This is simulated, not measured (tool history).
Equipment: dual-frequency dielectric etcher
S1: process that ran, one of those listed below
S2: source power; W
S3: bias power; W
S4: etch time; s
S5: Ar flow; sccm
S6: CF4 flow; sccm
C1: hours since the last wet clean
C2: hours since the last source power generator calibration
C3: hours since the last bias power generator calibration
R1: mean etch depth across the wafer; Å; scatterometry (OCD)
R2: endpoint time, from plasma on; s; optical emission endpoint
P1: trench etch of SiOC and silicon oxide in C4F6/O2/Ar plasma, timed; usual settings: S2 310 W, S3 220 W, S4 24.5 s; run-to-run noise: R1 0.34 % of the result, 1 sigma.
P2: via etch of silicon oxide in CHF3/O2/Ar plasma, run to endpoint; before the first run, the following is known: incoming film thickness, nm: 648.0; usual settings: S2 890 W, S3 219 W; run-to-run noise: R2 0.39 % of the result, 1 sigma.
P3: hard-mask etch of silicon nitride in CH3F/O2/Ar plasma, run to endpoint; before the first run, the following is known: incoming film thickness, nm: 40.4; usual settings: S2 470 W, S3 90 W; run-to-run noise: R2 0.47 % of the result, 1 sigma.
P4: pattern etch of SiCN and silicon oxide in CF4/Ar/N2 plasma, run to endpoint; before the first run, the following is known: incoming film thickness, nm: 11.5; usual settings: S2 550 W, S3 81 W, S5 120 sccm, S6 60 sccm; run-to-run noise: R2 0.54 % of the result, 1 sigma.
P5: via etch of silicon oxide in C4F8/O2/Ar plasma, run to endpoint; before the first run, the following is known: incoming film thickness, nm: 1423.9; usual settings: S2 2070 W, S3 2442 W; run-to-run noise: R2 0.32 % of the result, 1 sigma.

run,day,S1,S2,S3,S4,S5,S6,C1,C2,C3,R1,R2
1,0.312,P1,310,220,24.5,,,280.2,1432.9,1697.6,481.21,
2,0.654,P1,310,220,24.5,,,288.4,1441.1,1705.8,482.37,
3,1.088,P2,890,162,,,,298.8,1451.5,1716.2,,296.65
4,1.6,P3,470,108,,,,311.1,1463.8,1728.5,,49.103
5,2.138,P4,550,54,,120,60,324,1476.7,1741.4,,12.855
6,2.796,P1,310,220,33,,,339.8,1492.5,1757.2,646.12,
7,3.346,P3,470,90,,,,353,1505.7,1770.4,,52.156
8,3.779,P1,310,220,24.5,,,363.4,1516.1,1780.8,479.81,
9,4.358,P1,310,220,24.5,,,377.3,1530,1794.7,479.04,
10,4.729,P4,550,81,,120,60,386.2,1538.9,1803.6,,11.173
11,5.083,P2,530,219,,,,394.7,1547.4,1812.1,,327.53
12,5.438,P1,420,220,24.5,,,403.2,1555.9,1820.6,537.97,
13,5.892,P4,700,81,,120,60,414.1,1566.8,1831.5,,9.0732
14,6.433,P2,890,219,,,,427.1,1579.8,1844.5,,269.03
15,7.05,P3,470,90,,,,441.9,1594.6,1859.3,,52.137
16,7.692,P1,380,220,17.5,,,457.3,1610,1874.7,371.47,
17,8.388,P4,550,81,,91,60,474,1626.7,1891.4,,10.749
18,8.838,P5,2070,2442,,,,484.8,1637.5,1902.2,,259.31
19,9.296,P1,310,129,24.5,,,495.8,1648.5,1913.2,402.5,
20,9.912,P1,200,220,24.5,,,510.6,1663.3,1928,409.71,
21,10.379,P1,310,274,24.5,,,521.8,1674.5,1939.2,516.81,
22,11.025,P1,240,220,30.5,,,537.3,1690,1954.7,539.98,
23,11.496,P1,310,220,24.5,,,548.6,1701.3,1966,481.54,
24,11.829,P3,590,90,,,,556.6,1709.3,1974,,47.874
25,12.138,P5,1230,2442,,,,564,1716.7,1981.4,,318.51
26,12.579,P5,2070,1493,,,,574.6,1727.3,1992,,299.19
27,13.188,P2,890,219,,,,589.2,1741.9,2006.6,,269.28
28,13.721,P4,550,81,,120,46,602,1754.7,2019.4,,11.679
29,14.042,P1,310,220,18.5,,,609.7,1762.4,2027.1,364.67,
30,14.488,P1,180,170,24.5,,,620.4,1773.1,2037.8,358.55,
31,14.875,P1,310,220,24.5,,,629.7,1782.4,2047.1,479.85,
32,15.454,P1,310,220,24.5,,,643.6,1796.3,2061,479.22,
33,15.896,P1,310,220,24.5,,,654.2,1806.9,2071.6,480,
34,16.417,P1,310,220,24.5,,,666.7,1819.4,2084.1,476.25,
35,16.804,P1,310,220,24.5,,,676,1828.7,2093.4,473.15,
36,17.483,P1,310,220,24.5,,,692.3,1845,2109.7,471.87,
# day 17.604: wet clean of the chamber
37,18.038,P1,310,220,24.5,,,10.5,1858.3,2123,473.49,
38,18.504,P1,310,220,24.5,,,21.7,1869.5,2134.2,473.19,
39,19.067,P1,310,220,24.5,,,35.2,1883,2147.7,471.52,
40,19.679,P1,310,220,24.5,,,49.9,1897.7,2162.4,472.96,
41,20,P1,310,220,24.5,,,57.6,1905.4,2170.1,471.6,

What P1 gives has crept away from where it was. These 2 causes fit the log equally well, each at the size given:
A: bias power that arrives under what is set, % = 4.99
B: source power that arrives under what is set, % = 4.38
The gradual shift began around day 15.454.
Why every other cause is out:
chamber walls in a state that lowers the etch rate, %: was serviced at day 17.604, once the creep was under way, yet the earlier output never came back

Which of the 4 check runs listed below, each an average over 5 wafers with its results shown as question marks, gives clearly different results under the different listed causes?
check 1,20.321,P2,890,219,,,,,,,,?
check 2,20.321,P3,470,90,,,,,,,,?
check 3,20.321,P4,550,81,,120,60,,,,,?
check 4,20.321,P5,2070,2442,,,,,,,,?

If the cause were each of the candidates in turn, the checks would give the following:
check,result,if A,if B
check 1,R2,273.01,272.94
check 2,R2,53.341,53.272
check 3,R2,11.442,11.684
check 4,R2,264.01,264.68
Minimum pairwise separation of causes per check, each pair taken at its best-separating result: check 1 0.03 %; check 2 0.13 %; check 3 2.09 %; check 4 0.25 %
Of the check runs offered, only check 3 discriminates between the causes; the rest would read about the same regardless of which cause applies.

Check 3 was carried out, with these results: R2 11.667 s. Which of the listed causes is responsible?

It was cause B: source power that arrives under what is set, %.

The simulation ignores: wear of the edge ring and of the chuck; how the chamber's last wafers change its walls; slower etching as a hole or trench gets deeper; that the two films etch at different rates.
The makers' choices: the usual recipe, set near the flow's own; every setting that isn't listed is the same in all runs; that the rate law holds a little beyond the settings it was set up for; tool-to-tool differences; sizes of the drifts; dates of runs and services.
